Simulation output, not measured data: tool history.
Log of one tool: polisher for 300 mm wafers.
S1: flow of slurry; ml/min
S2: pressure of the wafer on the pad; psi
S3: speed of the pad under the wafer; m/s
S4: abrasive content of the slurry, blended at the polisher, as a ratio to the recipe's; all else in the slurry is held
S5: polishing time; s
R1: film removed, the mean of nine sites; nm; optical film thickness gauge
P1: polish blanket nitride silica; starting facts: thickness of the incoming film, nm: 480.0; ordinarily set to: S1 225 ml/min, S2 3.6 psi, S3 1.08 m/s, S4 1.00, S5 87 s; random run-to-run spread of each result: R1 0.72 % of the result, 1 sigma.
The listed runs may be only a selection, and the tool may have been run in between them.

Run 1, day 0.450: S1 225 ml/min, S2 3.6 psi, S3 1.08 m/s, S4 1.00, S5 87 s. Result: R1 59.995 nm.
Run 2, day 0.796: S1 225 ml/min, S2 3.6 psi, S3 1.08 m/s, S4 0.75, S5 123 s. Result: R1 72.863 nm.
Run 3, day 1.375: S1 225 ml/min, S2 3.6 psi, S3 1.08 m/s, S4 1.00, S5 87 s. Result: R1 60.123 nm.
Run 4, day 2.079: S1 135 ml/min, S2 3.6 psi, S3 1.08 m/s, S4 1.00, S5 87 s. Result: R1 55.219 nm.
Run 5, day 2.575: S1 175 ml/min, S2 3.6 psi, S3 1.08 m/s, S4 0.70, S5 87 s. Result: R1 48.397 nm.
Run 6, day 3.200: S1 225 ml/min, S2 3.6 psi, S3 1.58 m/s, S4 1.00, S5 87 s. Result: R1 81.497 nm.
Run 7, day 3.708: S1 225 ml/min, S2 3.6 psi, S3 1.08 m/s, S4 1.00, S5 132 s. Result: R1 90.607 nm.
Run 8, day 4.354: S1 225 ml/min, S2 3.6 psi, S3 1.08 m/s, S4 1.00, S5 87 s. Result: R1 59.137 nm.
At day 4.500: conditioning disc replaced and pad reconditioned.
Run 9, day 4.975: S1 225 ml/min, S2 3.6 psi, S3 0.70 m/s, S4 1.00, S5 87 s. Result: R1 42.422 nm.
Run 10, day 5.662: S1 225 ml/min, S2 3.6 psi, S3 1.08 m/s, S4 1.00, S5 87 s. Result: R1 59.805 nm.
Run 11, day 6.083: S1 225 ml/min, S2 3.6 psi, S3 0.56 m/s, S4 1.00, S5 43 s. Result: R1 17.679 nm.
Run 12, day 6.821: S1 225 ml/min, S2 3.6 psi, S3 1.08 m/s, S4 1.35, S5 87 s. Result: R1 67.969 nm.
Run 13, day 7.467: S1 225 ml/min, S2 3.6 psi, S3 1.08 m/s, S4 1.00, S5 87 s. Result: R1 59.999 nm.
Run 14, day 8.204: S1 225 ml/min, S2 3.6 psi, S3 1.08 m/s, S4 0.50, S5 87 s. Result: R1 40.899 nm.
Run 15, day 8.838: S1 225 ml/min, S2 3.6 psi, S3 1.08 m/s, S4 1.00, S5 58 s. Result: R1 40.274 nm.
Run 16, day 9.571: S1 355 ml/min, S2 3.6 psi, S3 1.08 m/s, S4 1.00, S5 87 s. Result: R1 63.076 nm.
Run 17, day 10.258: S1 225 ml/min, S2 3.6 psi, S3 1.08 m/s, S4 1.00, S5 87 s. Result: R1 59.889 nm.
Run 18, day 10.783: S1 225 ml/min, S2 1.6 psi, S3 1.08 m/s, S4 1.00, S5 87 s. Result: R1 26.658 nm.
Run 19, day 11.175: S1 225 ml/min, S2 4.9 psi, S3 1.08 m/s, S4 1.00, S5 87 s. Result: R1 82.281 nm.
Run 20, day 11.733: S1 225 ml/min, S2 3.6 psi, S3 1.08 m/s, S4 1.00, S5 87 s. Result: R1 59.875 nm.
Run 21, day 12.475: S1 225 ml/min, S2 3.6 psi, S3 1.08 m/s, S4 1.00, S5 87 s. Result: R1 56.759 nm.
Run 22, day 13.188: S1 225 ml/min, S2 3.6 psi, S3 1.08 m/s, S4 1.00, S5 87 s. Result: R1 54.968 nm.
At day 13.625: worn pad replaced by a new one.
Run 23, day 13.862: S1 225 ml/min, S2 3.6 psi, S3 1.08 m/s, S4 1.00, S5 87 s. Result: R1 53.807 nm.
Run 24, day 14.571: S1 225 ml/min, S2 3.6 psi, S3 1.08 m/s, S4 1.00, S5 87 s. Result: R1 53.081 nm.
At day 14.646: conditioning disc replaced and pad reconditioned.
Run 25, day 15.196: S1 225 ml/min, S2 3.6 psi, S3 1.08 m/s, S4 1.00, S5 87 s. Result: R1 53.831 nm.
At day 15.346: slurry nozzle cleaned.
Run 26, day 15.725: S1 225 ml/min, S2 3.6 psi, S3 1.08 m/s, S4 1.00, S5 87 s. Result: R1 52.549 nm.
Run 27, day 16.233: S1 225 ml/min, S2 3.6 psi, S3 1.08 m/s, S4 1.00, S5 87 s. Result: R1 52.435 nm.
Run 28, day 16.817: S1 225 ml/min, S2 3.6 psi, S3 1.08 m/s, S4 1.00, S5 87 s. Result: R1 53.531 nm.

What P1 gives has crept away from where it was. These 2 causes fit the log equally well, each at the size given:
A: abrasive missing from the slurry, % = 22.2
B: head's pressure below its setpoint, % = 11.5
The onset of the drift is placed at about day 11.733.
The rest of the possible causes, and what rules out each one:
removal rate lost through wear of the pad, %: serviced after onset, at day 13.625, with no recovery of the prior output
slurry flow missing at the pad, %: serviced after onset, at day 15.346, with no recovery of the prior output
time polished since the conditioner stopped cutting, s: serviced after onset, at day 14.646, with no recovery of the prior output

4 check runs are offered, each on 2 wafers whose results are averaged, their results left as question marks. Which one tells the causes apart?
Run check 1, day 17.400: S1 145 ml/min, S2 3.6 psi, S3 1.08 m/s, S4 1.00, S5 87 s. Result: R1 ?.
Run check 2, day 17.400: S1 135 ml/min, S2 3.6 psi, S3 1.08 m/s, S4 0.55, S5 87 s. Result: R1 ?.
Run check 3, day 17.400: S1 225 ml/min, S2 1.9 psi, S3 1.08 m/s, S4 1.00, S5 87 s. Result: R1 ?.
Run check 4, day 17.400: S1 225 ml/min, S2 2.1 psi, S3 1.08 m/s, S4 1.00, S5 87 s. Result: R1 ?.

Expected result of each check under each candidate cause:
  check  result    if A    if B
check 1      R1  49.774  49.764
check 2      R1  34.521  35.803
check 3      R1  28.000  27.995
check 4      R1  30.948  30.941
Minimum pairwise separation of causes per check, each pair taken at its best-separating result: check 1 0.02 %; check 2 3.65 %; check 3 0.02 %; check 4 0.02 %
The other checks would show nearly matching results whichever cause is true, so check 2 is the only one that separates the causes.

Running check 2 produced the following: R1 35.868 nm. Which one of the listed causes fits?

The cause is B: head's pressure below its setpoint, %.

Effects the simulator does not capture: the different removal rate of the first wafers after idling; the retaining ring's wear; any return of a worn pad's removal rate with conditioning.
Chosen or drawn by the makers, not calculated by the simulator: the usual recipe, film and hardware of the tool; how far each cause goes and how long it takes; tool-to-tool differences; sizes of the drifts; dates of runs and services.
